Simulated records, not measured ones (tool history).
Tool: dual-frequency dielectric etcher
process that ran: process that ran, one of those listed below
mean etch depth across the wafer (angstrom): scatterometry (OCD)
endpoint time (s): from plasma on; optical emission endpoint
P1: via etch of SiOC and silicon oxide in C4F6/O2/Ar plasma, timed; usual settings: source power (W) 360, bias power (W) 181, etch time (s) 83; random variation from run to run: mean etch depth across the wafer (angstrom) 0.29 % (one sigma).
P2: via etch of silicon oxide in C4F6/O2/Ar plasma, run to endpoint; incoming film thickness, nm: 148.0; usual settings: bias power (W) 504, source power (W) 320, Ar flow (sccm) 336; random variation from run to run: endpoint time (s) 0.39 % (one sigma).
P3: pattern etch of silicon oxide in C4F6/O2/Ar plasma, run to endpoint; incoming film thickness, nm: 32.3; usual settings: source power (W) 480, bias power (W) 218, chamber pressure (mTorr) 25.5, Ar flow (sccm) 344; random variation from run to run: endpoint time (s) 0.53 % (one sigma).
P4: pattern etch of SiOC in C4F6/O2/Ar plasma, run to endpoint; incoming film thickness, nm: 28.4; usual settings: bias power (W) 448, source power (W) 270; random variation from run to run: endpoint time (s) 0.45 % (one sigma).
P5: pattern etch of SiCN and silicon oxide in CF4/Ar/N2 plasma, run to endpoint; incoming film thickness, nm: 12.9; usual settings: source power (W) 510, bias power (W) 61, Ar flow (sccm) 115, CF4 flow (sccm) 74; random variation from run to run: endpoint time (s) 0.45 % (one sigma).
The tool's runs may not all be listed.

run	hour	process that ran	source power (W)	bias power (W)	etch time (s)	Ar flow (sccm)	CF4 flow (sccm)	chamber pressure (mTorr)	hours since the last wet clean	hours since the last source power generator calibration	hours since the last bias power generator calibration	mean etch depth across the wafer (angstrom)	endpoint time (s)
1	7.5	P1	360	181	83				92.7	2162.9	1076.2	881	
2	16.6	P1	360	181	83				101.8	2172	1085.3	880.83	
3	28	P5	510	61		69	74		113.2	2183.4	1096.7		13.532
4	34.4	P1	360	181	45.5				119.6	2189.8	1103.1	484.54	
5	47.5	P4	270	448					132.7	2202.9	1116.2		12.375
6	56.7	P1	360	181	83				141.9	2212.1	1125.4	886.76	
7	63.9	P4	270	448					149.1	2219.3	1132.6		12.341
8	72.4	P1	360	217	83				157.6	2227.8	1141.1	934.72	
9	82.4	P3	370	218		344		25.5	167.6	2237.8	1151.1		9.5946
10	93.4	P2	320	504		417			178.6	2248.8	1162.1		35.522
11	102.7	P1	500	181	46				187.9	2258.1	1171.4	558.09	
12	110.1	P3	480	143		344		25.5	195.3	2265.5	1178.8		9.7814
13	121.2	P2	430	504		336			206.4	2276.6	1189.9		31.126
14	128.7	P2	320	504		336			213.9	2284.1	1197.4		34.48
15	141.9	P5	660	61		115	74		227.1	2297.3	1210.6		11.572
16	154.6	P1	500	181	83				239.8	2310	1223.3	1003.7	
17	165.2	P3	480	218		344		33.5	250.4	2320.6	1233.9		8.9302
18	178.4	P5	510	61		115	45		263.6	2333.8	1247.1		15.925
19	190.2	P5	510	61		115	74		275.4	2345.6	1258.9		14.637
20	197.6	P1	360	108	83				282.8	2353	1266.3	755.9	
21	210.2	P1	240	247	83				295.4	2365.6	1278.9	844.05	
# hour 215.5: source power generator calibrated
22	219.4	P4	270	623					304.6	3.9	1288.1		10.911
23	232.1	P4	340	448					317.3	16.6	1300.8		11.262
24	243	P2	320	312		336			328.2	27.5	1311.7		41.264
25	251.9	P1	270	181	83				337.1	36.4	1320.6	795.6	
26	257.8	P3	480	218		441		25.5	343	42.3	1326.5		8.9731
27	266.1	P5	510	36		115	74		351.3	50.6	1334.8		17.011
28	279.2	P1	360	181	83				364.4	63.7	1347.9	883.04	
29	291.1	P2	320	504		336			376.3	75.6	1359.8		34.623
30	299	P1	360	181	83				384.2	83.5	1367.7	888.28	
31	305.4	P3	480	218		344		25.5	390.6	89.9	1374.1		8.6324
32	315.5	P1	360	181	114.5				400.7	100	1384.2	1219.2	
33	324.3	P1	360	181	83				409.5	108.8	1393	890.15	
34	331.1	P1	360	181	83				416.3	115.6	1399.8	883.1	
35	343.3	P1	360	181	83				428.5	127.8	1412	877.52	
36	355.6	P1	360	181	83				440.8	140.1	1424.3	877.59	
37	363.3	P1	360	181	83				448.5	147.8	1432	874.54	
# hour 369.6: wet clean of the chamber
38	373.9	P1	360	181	83				4.3	158.4	1442.6	876.35	
39	380.6	P1	360	181	83				11	165.1	1449.3	870.16	
40	388.1	P1	360	181	83				18.5	172.6	1456.8	868	
41	394	P1	360	181	83				24.4	178.5	1462.7	877.49	

What P1 gives has crept away from where it was. These 2 causes fit the log equally well, each at the size given:
A: bias power that arrives under what is set, % = 4.41
B: source power that arrives under what is set, % = 3.7
The creep began at about hour 324.3.
Why every other cause is out:
chamber walls in a state that lowers the etch rate, %: serviced at hour 369.6, which brought nothing back

4 check runs are offered, each on 3 wafers whose results are averaged, their results left as question marks. Which one tells the causes apart?
check 1	399.9	P5	510	43		80	74						?
check 2	399.9	P4	310	573									?
check 3	399.9	P3	480	147		344		25.5					?
check 4	399.9	P2	410	343		336							?

What each check would give under each cause:
check	result	if A	if B
check 1	endpoint time (s)	15.424	15.759
check 2	endpoint time (s)	10.905	10.867
check 3	endpoint time (s)	9.9453	9.9613
check 4	endpoint time (s)	37.036	36.974
How far apart the two closest causes lie, in the result that separates them most: check 1 2.15 %; check 2 0.35 %; check 3 0.16 %; check 4 0.17 %
Check 1 tells the causes apart: in the others they would give nearly the same result.

Then check 1 was run and gave: endpoint time (s) 15.79. Which cause is it?

It is B: source power that arrives under what is set, %.

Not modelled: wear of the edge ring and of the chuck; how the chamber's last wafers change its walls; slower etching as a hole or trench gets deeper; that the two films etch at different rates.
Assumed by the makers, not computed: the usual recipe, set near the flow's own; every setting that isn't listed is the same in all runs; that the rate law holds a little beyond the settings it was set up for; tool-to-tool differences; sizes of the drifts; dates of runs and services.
